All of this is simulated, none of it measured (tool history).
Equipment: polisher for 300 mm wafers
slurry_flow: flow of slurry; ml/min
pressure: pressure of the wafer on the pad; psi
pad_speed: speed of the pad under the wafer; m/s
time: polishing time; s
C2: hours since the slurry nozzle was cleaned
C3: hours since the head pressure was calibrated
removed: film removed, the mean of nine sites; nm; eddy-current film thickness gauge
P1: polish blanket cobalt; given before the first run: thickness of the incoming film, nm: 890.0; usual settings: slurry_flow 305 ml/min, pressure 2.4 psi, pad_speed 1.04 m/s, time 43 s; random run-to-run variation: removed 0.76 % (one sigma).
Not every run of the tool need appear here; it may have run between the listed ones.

run 1 hour=8.8 | slurry_flow=305 pressure=2.4 pad_speed=1.04 time=43 | wafers_polished_on_this_pad=349 C2=150.2 C3=383.9 | removed=294.36
run 2 hour=18.2 | slurry_flow=440 pressure=2.4 pad_speed=1.04 time=43 | wafers_polished_on_this_pad=438 C2=159.6 C3=393.3 | removed=303.66
run 3 hour=24.0 | slurry_flow=305 pressure=2.4 pad_speed=1.04 time=43 | wafers_polished_on_this_pad=493 C2=165.4 C3=399.1 | removed=298.92
run 4 hour=29.6 | slurry_flow=305 pressure=3.3 pad_speed=1.04 time=43 | wafers_polished_on_this_pad=546 C2=171.0 C3=404.7 | removed=404.27
run 5 hour=34.5 | slurry_flow=305 pressure=2.4 pad_speed=1.04 time=43 | wafers_polished_on_this_pad=592 C2=175.9 C3=409.6 | removed=298.64
run 6 hour=43.3 | slurry_flow=305 pressure=2.4 pad_speed=1.04 time=59 | wafers_polished_on_this_pad=676 C2=184.7 C3=418.4 | removed=402.87
run 7 hour=52.3 | slurry_flow=305 pressure=2.4 pad_speed=1.04 time=29 | wafers_polished_on_this_pad=761 C2=193.7 C3=427.4 | removed=199.86
run 8 hour=59.4 | slurry_flow=305 pressure=1.1 pad_speed=1.04 time=43 | wafers_polished_on_this_pad=828 C2=200.8 C3=434.5 | removed=136.60
run 9 hour=65.4 | slurry_flow=305 pressure=2.4 pad_speed=1.04 time=43 | wafers_polished_on_this_pad=885 C2=206.8 C3=440.5 | removed=298.83
run 10 hour=71.4 | slurry_flow=185 pressure=2.4 pad_speed=1.04 time=43 | wafers_polished_on_this_pad=942 C2=212.8 C3=446.5 | removed=281.82
run 11 hour=79.1 | slurry_flow=305 pressure=2.4 pad_speed=1.58 time=43 | wafers_polished_on_this_pad=1015 C2=220.5 C3=454.2 | removed=454.32
run 12 hour=84.8 | slurry_flow=305 pressure=3.5 pad_speed=0.70 time=43 | wafers_polished_on_this_pad=1069 C2=226.2 C3=459.9 | removed=290.45
run 13 hour=89.5 | slurry_flow=305 pressure=2.4 pad_speed=1.04 time=43 | wafers_polished_on_this_pad=1113 C2=230.9 C3=464.6 | removed=297.38
run 14 hour=95.6 | slurry_flow=305 pressure=2.4 pad_speed=0.66 time=43 | wafers_polished_on_this_pad=1171 C2=237.0 C3=470.7 | removed=188.73

What will run 15 give?
run 15 hour=104.7 | slurry_flow=305 pressure=2.4 pad_speed=1.04 time=43 | wafers_polished_on_this_pad=1257 C2=246.1 C3=479.8 | removed=?

Run 15 measured removed 298.66 nm.
